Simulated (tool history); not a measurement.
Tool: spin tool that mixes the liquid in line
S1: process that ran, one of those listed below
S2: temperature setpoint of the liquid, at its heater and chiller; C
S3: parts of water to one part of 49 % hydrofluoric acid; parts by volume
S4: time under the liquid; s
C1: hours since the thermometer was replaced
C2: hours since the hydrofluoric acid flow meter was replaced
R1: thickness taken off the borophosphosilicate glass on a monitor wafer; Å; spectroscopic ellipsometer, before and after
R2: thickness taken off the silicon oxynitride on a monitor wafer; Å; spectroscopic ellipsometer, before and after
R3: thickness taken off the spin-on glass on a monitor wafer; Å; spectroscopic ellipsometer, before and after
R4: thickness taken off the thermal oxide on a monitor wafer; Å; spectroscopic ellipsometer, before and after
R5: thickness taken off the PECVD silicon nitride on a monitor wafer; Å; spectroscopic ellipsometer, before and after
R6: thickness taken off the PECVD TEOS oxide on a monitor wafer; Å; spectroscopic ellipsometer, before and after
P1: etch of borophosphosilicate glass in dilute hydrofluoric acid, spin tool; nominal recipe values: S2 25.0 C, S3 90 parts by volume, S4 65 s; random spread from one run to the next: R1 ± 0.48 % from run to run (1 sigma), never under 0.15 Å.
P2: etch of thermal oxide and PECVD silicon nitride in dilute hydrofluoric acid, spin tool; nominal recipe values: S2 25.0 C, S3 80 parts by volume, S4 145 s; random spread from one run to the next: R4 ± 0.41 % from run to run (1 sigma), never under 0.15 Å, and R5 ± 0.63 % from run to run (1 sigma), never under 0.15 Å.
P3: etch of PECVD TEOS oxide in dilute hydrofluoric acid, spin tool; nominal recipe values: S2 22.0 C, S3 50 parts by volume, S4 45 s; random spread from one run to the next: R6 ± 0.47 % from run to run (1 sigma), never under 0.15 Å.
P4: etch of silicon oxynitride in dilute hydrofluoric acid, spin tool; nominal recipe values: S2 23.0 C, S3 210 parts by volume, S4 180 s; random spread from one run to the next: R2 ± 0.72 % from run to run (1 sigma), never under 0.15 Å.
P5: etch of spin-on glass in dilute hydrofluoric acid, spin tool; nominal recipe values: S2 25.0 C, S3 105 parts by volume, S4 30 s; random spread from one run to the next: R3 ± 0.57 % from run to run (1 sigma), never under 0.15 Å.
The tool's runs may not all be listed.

run 1 hour=8.8 | S1=P1 S2=25.0 S3=90 S4=65 | C1=1994.1 C2=422.1 | R1=440.98
run 2 hour=19.5 | S1=P4 S2=23.0 S3=210 S4=180 | C1=2004.8 C2=432.8 | R2=35.4460
run 3 hour=31.3 | S1=P1 S2=30.5 S3=40 S4=65 | C1=2016.6 C2=444.6 | R1=1315.70
run 4 hour=42.1 | S1=P1 S2=25.0 S3=20 S4=25 | C1=2027.4 C2=455.4 | R1=839.30
run 5 hour=57.1 | S1=P1 S2=25.0 S3=155 S4=65 | C1=2042.4 C2=470.4 | R1=234.91
run 6 hour=67.6 | S1=P4 S2=23.0 S3=210 S4=180 | C1=2052.9 C2=480.9 | R2=34.9420
run 7 hour=80.4 | S1=P5 S2=25.0 S3=105 S4=55 | C1=2065.7 C2=493.7 | R3=167.570
run 8 hour=92.8 | S1=P1 S2=25.0 S3=90 S4=65 | C1=2078.1 C2=506.1 | R1=437.70
run 9 hour=106.6 | S1=P1 S2=25.0 S3=90 S4=65 | C1=2091.9 C2=519.9 | R1=444.20
run 10 hour=117.0 | S1=P2 S2=25.0 S3=80 S4=285 | C1=2102.3 C2=530.3 | R4=175.780 R5=74.301
run 11 hour=134.6 | S1=P2 S2=25.0 S3=80 S4=145 | C1=2119.9 C2=547.9 | R4=89.645 R5=37.770
run 12 hour=144.1 | S1=P4 S2=23.0 S3=355 S4=180 | C1=2129.4 C2=557.4 | R2=18.7230
run 13 hour=163.6 | S1=P1 S2=25.0 S3=90 S4=115 | C1=2148.9 C2=576.9 | R1=773.73
run 14 hour=181.4 | S1=P4 S2=31.5 S3=210 S4=180 | C1=2166.7 C2=594.7 | R2=50.7560
run 15 hour=192.1 | S1=P3 S2=26.0 S3=50 S4=45 | C1=2177.4 C2=605.4 | R6=88.312
run 16 hour=202.3 | S1=P2 S2=25.0 S3=30 S4=145 | C1=2187.6 C2=615.6 | R4=257.330 R5=99.122
run 17 hour=217.2 | S1=P1 S2=25.0 S3=90 S4=15 | C1=2202.5 C2=630.5 | R1=102.74
run 18 hour=236.5 | S1=P1 S2=32.5 S3=90 S4=65 | C1=2221.8 C2=649.8 | R1=586.60
run 19 hour=253.7 | S1=P1 S2=32.0 S3=155 S4=65 | C1=2239.0 C2=667.0 | R1=305.37
run 20 hour=266.3 | S1=P2 S2=17.5 S3=80 S4=145 | C1=2251.6 C2=679.6 | R4=65.851 R5=22.893
run 21 hour=275.0 | S1=P5 S2=19.0 S3=105 S4=30 | C1=2260.3 C2=688.3 | R3=71.093
run 22 hour=291.2 | S1=P4 S2=23.0 S3=210 S4=15 | C1=2276.5 C2=704.5 | R2=3.2159
run 23 hour=300.3 | S1=P5 S2=25.0 S3=40 S4=30 | C1=2285.6 C2=713.6 | R3=261.020
run 24 hour=311.0 | S1=P1 S2=17.5 S3=90 S4=65 | C1=2296.3 C2=724.3 | R1=323.46
run 25 hour=326.8 | S1=P5 S2=25.0 S3=105 S4=30 | C1=2312.1 C2=740.1 | R3=90.796
run 26 hour=339.0 | S1=P3 S2=22.0 S3=50 S4=45 | C1=2324.3 C2=752.3 | R6=74.650
run 27 hour=350.3 | S1=P1 S2=25.0 S3=90 S4=65 | C1=2335.6 C2=763.6 | R1=443.77
run 28 hour=367.5 | S1=P1 S2=25.0 S3=40 S4=65 | C1=2352.8 C2=780.8 | R1=1055.00
run 29 hour=376.2 | S1=P2 S2=25.0 S3=80 S4=145 | C1=2361.5 C2=789.5 | R4=89.958 R5=38.190
run 30 hour=392.9 | S1=P3 S2=22.0 S3=50 S4=15 | C1=2378.2 C2=806.2 | R6=25.297
run 31 hour=411.9 | S1=P3 S2=22.0 S3=90 S4=45 | C1=2397.2 C2=825.2 | R6=39.783
run 32 hour=425.8 | S1=P1 S2=25.0 S3=90 S4=65 | C1=2411.1 C2=839.1 | R1=436.91
run 33 hour=437.7 | S1=P1 S2=25.0 S3=90 S4=65 | C1=2423.0 C2=851.0 | R1=451.46
run 34 hour=446.7 | S1=P1 S2=25.0 S3=90 S4=65 | C1=2432.0 C2=860.0 | R1=460.97
run 35 hour=459.5 | S1=P1 S2=25.0 S3=90 S4=65 | C1=2444.8 C2=872.8 | R1=464.30
run 36 hour=470.0 | S1=P1 S2=25.0 S3=90 S4=65 | C1=2455.3 C2=883.3 | R1=470.31
run 37 hour=488.8 | S1=P1 S2=25.0 S3=90 S4=65 | C1=2474.1 C2=902.1 | R1=471.54
run 38 hour=498.3 | S1=P1 S2=25.0 S3=90 S4=65 | C1=2483.6 C2=911.6 | R1=474.86
run 39 hour=511.1 | S1=P1 S2=25.0 S3=90 S4=65 | C1=2496.4 C2=924.4 | R1=479.90
run 40 hour=524.4 | S1=P1 S2=25.0 S3=90 S4=65 | C1=2509.7 C2=937.7 | R1=479.88
run 41 hour=540.0 | S1=P1 S2=25.0 S3=90 S4=65 | C1=2525.3 C2=953.3 | R1=478.75

What P1 gives has crept off from where it sat before. The 2 causes that follow fit the log equally well, each at the size noted:
A: hydrofluoric acid flow above the setpoint (%) = 7.38
B: liquid hotter than its thermometer reads (K) = 2.02
Creep in the process output first set in at about hour 425.8.

Below are 4 check runs, each on a single wafer, with their results shown as question marks. Which of them would tell the listed causes apart, meaning the causes would give clearly different results under it?
run check 1 hour=555.6 | S1=P4 S2=23.0 S3=210 S4=180 | R2=?
run check 2 hour=555.6 | S1=P5 S2=25.0 S3=105 S4=30 | R3=?
run check 3 hour=555.6 | S1=P2 S2=25.0 S3=80 S4=145 | R4=? R5=?
run check 4 hour=555.6 | S1=P3 S2=22.0 S3=50 S4=45 | R6=?

What every check run would give for each of its results, assuming each possible cause in turn:
check=check_1 result=R2 if_A=38.0930 if_B=38.3980
check=check_2 result=R3 if_A=98.517 if_B=98.317
check=check_3 result=R4 if_A=97.224 if_B=97.363
check=check_3 result=R5 if_A=40.805 if_B=43.410
check=check_4 result=R6 if_A=81.058 if_B=81.722
Per check, the gap between the least separated pair of causes, taken in the result that splits them most: check 1 0.8 %; check 2 0.2 %; check 3 6.19 %; check 4 0.82 %
Check 3 distinguishes between the causes, while the remaining checks would return nearly the same result for all of them.

The results of check 3 are: R4 97.343 Å; R5 40.914 Å. Based on these, which of the listed causes is it?

It is A: hydrofluoric acid flow above the setpoint (%).

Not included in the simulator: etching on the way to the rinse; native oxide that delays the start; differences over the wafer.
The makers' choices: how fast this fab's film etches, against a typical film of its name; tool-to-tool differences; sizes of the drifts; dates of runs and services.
